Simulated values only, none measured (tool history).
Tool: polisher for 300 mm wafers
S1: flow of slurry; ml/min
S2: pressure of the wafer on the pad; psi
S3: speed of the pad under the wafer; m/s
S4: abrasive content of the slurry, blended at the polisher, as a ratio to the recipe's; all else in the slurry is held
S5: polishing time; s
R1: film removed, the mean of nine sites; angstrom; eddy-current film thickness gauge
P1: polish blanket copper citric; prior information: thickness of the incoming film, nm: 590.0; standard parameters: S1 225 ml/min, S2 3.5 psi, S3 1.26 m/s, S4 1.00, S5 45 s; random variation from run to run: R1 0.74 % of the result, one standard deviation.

run,hour,S1,S2,S3,S4,S5,R1
1,6.7,225,3.5,1.26,1.00,45,1264.60
2,15.9,225,3.5,1.26,1.00,45,1257.00
3,21.7,225,3.5,1.26,1.00,64,1796.40
4,30.9,225,3.5,1.26,0.55,45,1108.20
5,36.8,135,3.5,1.26,1.00,45,1166.20
6,45.4,225,3.5,1.26,1.00,45,1244.60
7,51.6,330,3.5,1.26,1.00,45,1302.90
8,58.5,350,3.5,1.26,1.00,20,589.16
9,63.2,225,3.5,1.26,1.00,26,720.04
10,70.9,225,3.5,1.26,1.00,45,1250.90
# hour 71.8: slurry blender recalibrated
11,77.3,135,3.5,1.26,1.30,45,1233.20
12,81.7,225,3.5,1.26,1.30,45,1323.20
13,88.6,225,3.5,1.94,1.00,45,1937.60
14,94.7,225,3.5,1.26,1.40,61,1820.60
15,104.0,225,4.6,1.26,1.00,45,1658.20
16,111.6,225,3.5,0.70,1.00,45,709.17
17,116.4,225,2.2,1.26,1.00,45,809.49
18,123.1,225,3.5,1.26,1.00,45,1257.60

Expected results for the next run?
19,132.3,225,3.5,1.26,1.00,45,?

{"run 19": {"R1": 1226.2}}

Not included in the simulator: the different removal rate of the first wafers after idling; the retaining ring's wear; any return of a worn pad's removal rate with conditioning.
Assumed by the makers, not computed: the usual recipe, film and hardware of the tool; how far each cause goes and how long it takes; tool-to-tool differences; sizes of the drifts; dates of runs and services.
